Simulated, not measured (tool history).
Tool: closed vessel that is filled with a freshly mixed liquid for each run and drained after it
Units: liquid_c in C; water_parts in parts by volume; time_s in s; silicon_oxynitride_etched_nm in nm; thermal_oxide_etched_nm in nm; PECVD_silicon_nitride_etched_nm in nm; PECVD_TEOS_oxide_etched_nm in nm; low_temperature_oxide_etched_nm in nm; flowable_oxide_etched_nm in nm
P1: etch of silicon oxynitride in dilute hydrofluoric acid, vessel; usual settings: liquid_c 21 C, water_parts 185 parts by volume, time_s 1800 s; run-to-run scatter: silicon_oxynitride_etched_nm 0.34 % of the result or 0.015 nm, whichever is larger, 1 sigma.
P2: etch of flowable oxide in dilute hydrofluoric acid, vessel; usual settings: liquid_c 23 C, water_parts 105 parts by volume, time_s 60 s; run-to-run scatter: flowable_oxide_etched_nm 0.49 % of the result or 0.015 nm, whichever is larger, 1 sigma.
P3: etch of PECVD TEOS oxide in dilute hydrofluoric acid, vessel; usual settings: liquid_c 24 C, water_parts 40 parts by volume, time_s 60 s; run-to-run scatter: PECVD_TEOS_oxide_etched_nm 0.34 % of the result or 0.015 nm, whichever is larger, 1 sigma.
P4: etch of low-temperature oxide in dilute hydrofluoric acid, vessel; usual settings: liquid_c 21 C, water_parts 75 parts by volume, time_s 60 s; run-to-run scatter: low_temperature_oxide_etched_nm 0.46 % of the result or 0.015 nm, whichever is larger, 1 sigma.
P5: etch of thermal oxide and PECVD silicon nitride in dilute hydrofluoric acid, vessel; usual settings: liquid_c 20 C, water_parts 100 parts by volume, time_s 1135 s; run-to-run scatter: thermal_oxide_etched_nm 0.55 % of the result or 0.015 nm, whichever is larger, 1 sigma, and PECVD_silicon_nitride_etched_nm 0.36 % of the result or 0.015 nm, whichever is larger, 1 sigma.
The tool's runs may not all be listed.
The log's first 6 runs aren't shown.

| run | hour | process | liquid_c | water_parts | time_s | hours since the thermometer was replaced | hours since the hydrofluoric acid flow meter was replaced | silicon_oxynitride_etched_nm | thermal_oxide_etched_nm | PECVD_silicon_nitride_etched_nm | PECVD_TEOS_oxide_etched_nm | low_temperature_oxide_etched_nm | flowable_oxide_etched_nm |
|---|---|---|---|---|---|---|---|---|---|---|---|---|---|
| 7 | 69 | P1 | 21 | 185 | 3025 | 512.3 | 492.8 | 36.556 |  |  |  |  |  |
| 8 | 79.3 | P4 | 21 | 75 | 115 | 522.6 | 503.1 |  |  |  |  | 27.737 |  |
| 9 | 89.4 | P5 | 24.5 | 100 | 1135 | 532.7 | 513.2 |  | 56.142 | 54.991 |  |  |  |
| 10 | 97.2 | P2 | 23 | 105 | 60 | 540.5 | 521 |  |  |  |  |  | 15.204 |
| 11 | 102.6 | P1 | 21 | 185 | 1800 | 545.9 | 526.4 | 21.682 |  |  |  |  |  |
| 12 | 110.1 | P1 | 17 | 185 | 1800 | 553.4 | 533.9 | 17.949 |  |  |  |  |  |
| 13 | 115.4 | P3 | 20 | 40 | 60 | 558.7 | 539.2 |  |  |  | 26.163 |  |  |
| 14 | 126.3 | P4 | 21 | 130 | 60 | 569.6 | 550.1 |  |  |  |  | 7.7566 |  |
| 15 | 136.6 | P5 | 20 | 145 | 1135 | 579.9 | 560.4 |  | 30.737 | 28.484 |  |  |  |
| 16 | 142.6 | P2 | 23 | 35 | 60 | 585.9 | 566.4 |  |  |  |  |  | 49.529 |
| 17 | 150 | P1 | 25 | 185 | 1800 | 593.3 | 573.8 | 26.023 |  |  |  |  |  |
| 18 | 156.6 | P4 | 26.5 | 75 | 60 | 599.9 | 580.4 |  |  |  |  | 17.943 |  |
| 19 | 165.8 | P2 | 17 | 105 | 60 | 609.1 | 589.6 |  |  |  |  |  | 11.766 |
| 20 | 177.2 | P2 | 23 | 105 | 60 | 620.5 | 601 |  |  |  |  |  | 15.231 |

Forecast run 21:
| 21 | 185.3 | P3 | 24 | 40 | 35 | 628.6 | 609.1 |  |  |  | ? |  |  |

PECVD_TEOS_oxide_etched_nm: 17.978 nm
